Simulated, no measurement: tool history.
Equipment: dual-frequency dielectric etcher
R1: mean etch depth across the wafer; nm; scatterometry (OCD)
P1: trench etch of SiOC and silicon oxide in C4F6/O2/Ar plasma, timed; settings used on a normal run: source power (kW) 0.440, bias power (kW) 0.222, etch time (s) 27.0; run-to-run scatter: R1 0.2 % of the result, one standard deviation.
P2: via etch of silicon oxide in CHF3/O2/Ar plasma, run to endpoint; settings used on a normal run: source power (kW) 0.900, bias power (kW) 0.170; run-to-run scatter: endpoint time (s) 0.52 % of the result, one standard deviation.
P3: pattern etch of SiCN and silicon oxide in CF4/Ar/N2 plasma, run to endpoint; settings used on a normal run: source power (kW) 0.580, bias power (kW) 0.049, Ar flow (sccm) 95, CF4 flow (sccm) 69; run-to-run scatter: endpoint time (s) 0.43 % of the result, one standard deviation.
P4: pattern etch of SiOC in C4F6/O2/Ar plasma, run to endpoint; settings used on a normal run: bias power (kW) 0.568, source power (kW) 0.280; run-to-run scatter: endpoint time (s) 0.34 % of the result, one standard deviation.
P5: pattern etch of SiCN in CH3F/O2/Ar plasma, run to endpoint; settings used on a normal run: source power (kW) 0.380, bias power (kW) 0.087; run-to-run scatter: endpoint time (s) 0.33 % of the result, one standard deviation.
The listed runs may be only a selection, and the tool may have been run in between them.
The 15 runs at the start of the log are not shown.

run 16 hour=198.4 | process_that_ran=P5 source_power_(kW)=0.380 bias_power_(kW)=0.112 | endpoint_time_(s)=20.655
run 17 hour=206.8 | process_that_ran=P2 source_power_(kW)=0.900 bias_power_(kW)=0.225 | endpoint_time_(s)=252.720
run 18 hour=216.8 | process_that_ran=P1 source_power_(kW)=0.290 bias_power_(kW)=0.153 etch_time_(s)=27.0 | R1=44.431
run 19 hour=228.5 | process_that_ran=P3 source_power_(kW)=0.580 bias_power_(kW)=0.049 Ar_flow_(sccm)=95 CF4_flow_(sccm)=69 | endpoint_time_(s)=15.202
run 20 hour=240.6 | process_that_ran=P1 source_power_(kW)=0.440 bias_power_(kW)=0.222 etch_time_(s)=27.0 | R1=58.533
run 21 hour=250.4 | process_that_ran=P1 source_power_(kW)=0.440 bias_power_(kW)=0.222 etch_time_(s)=27.0 | R1=58.345
run 22 hour=260.5 | process_that_ran=P3 source_power_(kW)=0.340 bias_power_(kW)=0.049 Ar_flow_(sccm)=95 CF4_flow_(sccm)=69 | endpoint_time_(s)=24.339
run 23 hour=271.2 | process_that_ran=P1 source_power_(kW)=0.440 bias_power_(kW)=0.222 etch_time_(s)=39.0 | R1=84.818
run 24 hour=278.9 | process_that_ran=P3 source_power_(kW)=0.580 bias_power_(kW)=0.066 Ar_flow_(sccm)=95 CF4_flow_(sccm)=69 | endpoint_time_(s)=13.922
run 25 hour=286.4 | process_that_ran=P1 source_power_(kW)=0.620 bias_power_(kW)=0.222 etch_time_(s)=27.0 | R1=66.930
run 26 hour=296.9 | process_that_ran=P4 source_power_(kW)=0.330 bias_power_(kW)=0.568 | endpoint_time_(s)=15.264
run 27 hour=306.1 | process_that_ran=P1 source_power_(kW)=0.440 bias_power_(kW)=0.222 etch_time_(s)=27.0 | R1=58.620
run 28 hour=313.0 | process_that_ran=P5 source_power_(kW)=0.510 bias_power_(kW)=0.087 | endpoint_time_(s)=20.436
run 29 hour=325.1 | process_that_ran=P1 source_power_(kW)=0.440 bias_power_(kW)=0.222 etch_time_(s)=17.5 | R1=37.895

What will run 30 give?
run 30 hour=338.8 | process_that_ran=P1 source_power_(kW)=0.440 bias_power_(kW)=0.136 etch_time_(s)=27.0 | R1=?

R1: 50.131 nm

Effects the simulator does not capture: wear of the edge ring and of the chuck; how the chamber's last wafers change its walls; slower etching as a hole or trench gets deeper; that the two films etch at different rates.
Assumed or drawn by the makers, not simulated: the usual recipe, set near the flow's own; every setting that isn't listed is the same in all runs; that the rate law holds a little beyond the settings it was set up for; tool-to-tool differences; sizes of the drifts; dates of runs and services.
